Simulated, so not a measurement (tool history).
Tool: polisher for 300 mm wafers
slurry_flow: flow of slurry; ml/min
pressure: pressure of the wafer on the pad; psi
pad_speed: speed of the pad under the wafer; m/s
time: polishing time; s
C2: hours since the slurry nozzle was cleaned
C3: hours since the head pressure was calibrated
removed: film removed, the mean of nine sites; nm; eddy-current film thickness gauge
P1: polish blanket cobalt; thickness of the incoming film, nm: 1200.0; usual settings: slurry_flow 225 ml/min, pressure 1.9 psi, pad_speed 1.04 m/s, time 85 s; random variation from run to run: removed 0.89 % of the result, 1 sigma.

Run 1, hour 3.1: slurry_flow 225 ml/min, pressure 1.9 psi, pad_speed 1.04 m/s, time 85 s; wafers polished on this pad 213; C2 402.7; C3 758.4. Result: removed 497.59 nm.
Run 2, hour 7.9: slurry_flow 225 ml/min, pressure 1.9 psi, pad_speed 1.56 m/s, time 85 s; wafers polished on this pad 240; C2 407.5; C3 763.2. Result: removed 741.81 nm.
Run 3, hour 12.8: slurry_flow 225 ml/min, pressure 1.9 psi, pad_speed 1.04 m/s, time 85 s; wafers polished on this pad 267; C2 412.4; C3 768.1. Result: removed 498.49 nm.
Run 4, hour 15.6: slurry_flow 225 ml/min, pressure 1.9 psi, pad_speed 0.66 m/s, time 85 s; wafers polished on this pad 282; C2 415.2; C3 770.9. Result: removed 319.59 nm.
Run 5, hour 18.3: slurry_flow 225 ml/min, pressure 1.9 psi, pad_speed 1.04 m/s, time 85 s; wafers polished on this pad 297; C2 417.9; C3 773.6. Result: removed 500.24 nm.
Run 6, hour 21: slurry_flow 225 ml/min, pressure 1.9 psi, pad_speed 1.04 m/s, time 41 s; wafers polished on this pad 312; C2 420.6; C3 776.3. Result: removed 243.46 nm.
Run 7, hour 25.5: slurry_flow 285 ml/min, pressure 1.9 psi, pad_speed 1.04 m/s, time 85 s; wafers polished on this pad 336; C2 425.1; C3 780.8. Result: removed 510.84 nm.
Run 8, hour 27.8: slurry_flow 225 ml/min, pressure 0.9 psi, pad_speed 1.04 m/s, time 85 s; wafers polished on this pad 349; C2 427.4; C3 783.1. Result: removed 234.6 nm.
Run 9, hour 32.7: slurry_flow 225 ml/min, pressure 1.4 psi, pad_speed 1.58 m/s, time 85 s; wafers polished on this pad 376; C2 432.3; C3 788. Result: removed 563.91 nm.
Run 10, hour 36.6: slurry_flow 225 ml/min, pressure 1.9 psi, pad_speed 1.04 m/s, time 85 s; wafers polished on this pad 397; C2 436.2; C3 791.9. Result: removed 497.89 nm.
Run 11, hour 40: slurry_flow 225 ml/min, pressure 1.9 psi, pad_speed 1.04 m/s, time 123 s; wafers polished on this pad 416; C2 439.6; C3 795.3. Result: removed 722.43 nm.
At hour 40.1: worn pad replaced by a new one.
Run 12, hour 43.6: slurry_flow 225 ml/min, pressure 1 psi, pad_speed 1.04 m/s, time 116 s; wafers polished on this pad 19; C2 443.2; C3 798.9. Result: removed 358.66 nm.
Run 13, hour 46.8: slurry_flow 225 ml/min, pressure 3 psi, pad_speed 1.04 m/s, time 85 s; wafers polished on this pad 37; C2 446.4; C3 802.1. Result: removed 782.9 nm.
Run 14, hour 51.8: slurry_flow 135 ml/min, pressure 1.9 psi, pad_speed 1.04 m/s, time 85 s; wafers polished on this pad 64; C2 451.4; C3 807.1. Result: removed 458.67 nm.
At hour 52.1: head pressure recalibrated.
Run 15, hour 55.6: slurry_flow 225 ml/min, pressure 1.9 psi, pad_speed 1.04 m/s, time 85 s; wafers polished on this pad 85; C2 455.2; C3 3.5. Result: removed 500.6 nm.

Run 16 comes next. What will it give?
Run 16, hour 59.6: slurry_flow 225 ml/min, pressure 1.9 psi, pad_speed 1.04 m/s, time 85 s; wafers polished on this pad 107; C2 459.2; C3 7.5. Result: removed ?.

removed: 498.12 nm
